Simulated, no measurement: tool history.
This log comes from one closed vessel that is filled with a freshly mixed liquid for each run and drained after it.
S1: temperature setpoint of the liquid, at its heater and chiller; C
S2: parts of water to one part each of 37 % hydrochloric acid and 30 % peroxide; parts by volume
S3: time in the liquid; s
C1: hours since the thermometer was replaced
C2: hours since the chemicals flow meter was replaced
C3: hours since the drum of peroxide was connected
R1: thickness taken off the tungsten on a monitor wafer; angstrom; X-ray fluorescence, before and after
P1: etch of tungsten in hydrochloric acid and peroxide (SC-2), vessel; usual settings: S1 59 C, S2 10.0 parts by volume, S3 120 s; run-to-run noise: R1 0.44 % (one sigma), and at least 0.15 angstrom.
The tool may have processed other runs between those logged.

{"run": 1, "hour": 9.9, "S1": 59, "S2": 10.0, "S3": 120, "C1": 506.5, "C2": 1201.8, "C3": 435.4, "R1": 430.57}
{"run": 2, "hour": 17.0, "S1": 59, "S2": 10.0, "S3": 30, "C1": 513.6, "C2": 1208.9, "C3": 442.5, "R1": 108.1}
{"hour": 22.0, "done": "thermometer replaced"}
{"run": 3, "hour": 28.4, "S1": 59, "S2": 10.0, "S3": 120, "C1": 6.5, "C2": 1220.3, "C3": 453.9, "R1": 433.75}
{"run": 4, "hour": 37.7, "S1": 59, "S2": 4.5, "S3": 165, "C1": 15.8, "C2": 1229.6, "C3": 463.2, "R1": 1098.8}
{"run": 5, "hour": 46.1, "S1": 59, "S2": 10.0, "S3": 120, "C1": 24.2, "C2": 1238.0, "C3": 471.6, "R1": 433.54}
{"run": 6, "hour": 54.2, "S1": 72, "S2": 10.0, "S3": 120, "C1": 32.3, "C2": 1246.1, "C3": 479.7, "R1": 957.35}
{"run": 7, "hour": 59.4, "S1": 59, "S2": 4.0, "S3": 120, "C1": 37.5, "C2": 1251.3, "C3": 484.9, "R1": 877.61}
{"run": 8, "hour": 68.4, "S1": 59, "S2": 10.0, "S3": 120, "C1": 46.5, "C2": 1260.3, "C3": 493.9, "R1": 433.83}
{"run": 9, "hour": 76.6, "S1": 59, "S2": 10.0, "S3": 230, "C1": 54.7, "C2": 1268.5, "C3": 502.1, "R1": 825.64}
{"run": 10, "hour": 82.5, "S1": 59, "S2": 18.0, "S3": 120, "C1": 60.6, "C2": 1274.4, "C3": 508.0, "R1": 260.48}
{"run": 11, "hour": 92.4, "S1": 48, "S2": 10.0, "S3": 120, "C1": 70.5, "C2": 1284.3, "C3": 517.9, "R1": 212.33}
{"run": 12, "hour": 100.4, "S1": 59, "S2": 10.0, "S3": 120, "C1": 78.5, "C2": 1292.3, "C3": 525.9, "R1": 431.14}
{"run": 13, "hour": 106.9, "S1": 59, "S2": 10.0, "S3": 120, "C1": 85.0, "C2": 1298.8, "C3": 532.4, "R1": 432.24}
{"run": 14, "hour": 117.1, "S1": 59, "S2": 10.0, "S3": 120, "C1": 95.2, "C2": 1309.0, "C3": 542.6, "R1": 415.23}
{"run": 15, "hour": 123.4, "S1": 59, "S2": 10.0, "S3": 120, "C1": 101.5, "C2": 1315.3, "C3": 548.9, "R1": 403.4}
{"run": 16, "hour": 129.2, "S1": 59, "S2": 10.0, "S3": 120, "C1": 107.3, "C2": 1321.1, "C3": 554.7, "R1": 400.86}
{"run": 17, "hour": 140.0, "S1": 59, "S2": 10.0, "S3": 120, "C1": 118.1, "C2": 1331.9, "C3": 565.5, "R1": 396.87}
{"run": 18, "hour": 146.2, "S1": 59, "S2": 10.0, "S3": 120, "C1": 124.3, "C2": 1338.1, "C3": 571.7, "R1": 397.33}
{"run": 19, "hour": 151.8, "S1": 59, "S2": 10.0, "S3": 120, "C1": 129.9, "C2": 1343.7, "C3": 577.3, "R1": 388.91}
{"hour": 156.9, "done": "new drum of peroxide connected"}
{"run": 20, "hour": 162.5, "S1": 59, "S2": 10.0, "S3": 120, "C1": 140.6, "C2": 1354.4, "C3": 5.6, "R1": 393.88}
{"run": 21, "hour": 168.8, "S1": 59, "S2": 10.0, "S3": 120, "C1": 146.9, "C2": 1360.7, "C3": 11.9, "R1": 390.77}

Run 22 comes next. What will it give?
{"run": 22, "hour": 173.8, "S1": 59, "S2": 10.0, "S3": 120, "C1": 151.9, "C2": 1365.7, "C3": 16.9, "R1": "?"}

Run 22 yielded R1 394.09 angstrom.

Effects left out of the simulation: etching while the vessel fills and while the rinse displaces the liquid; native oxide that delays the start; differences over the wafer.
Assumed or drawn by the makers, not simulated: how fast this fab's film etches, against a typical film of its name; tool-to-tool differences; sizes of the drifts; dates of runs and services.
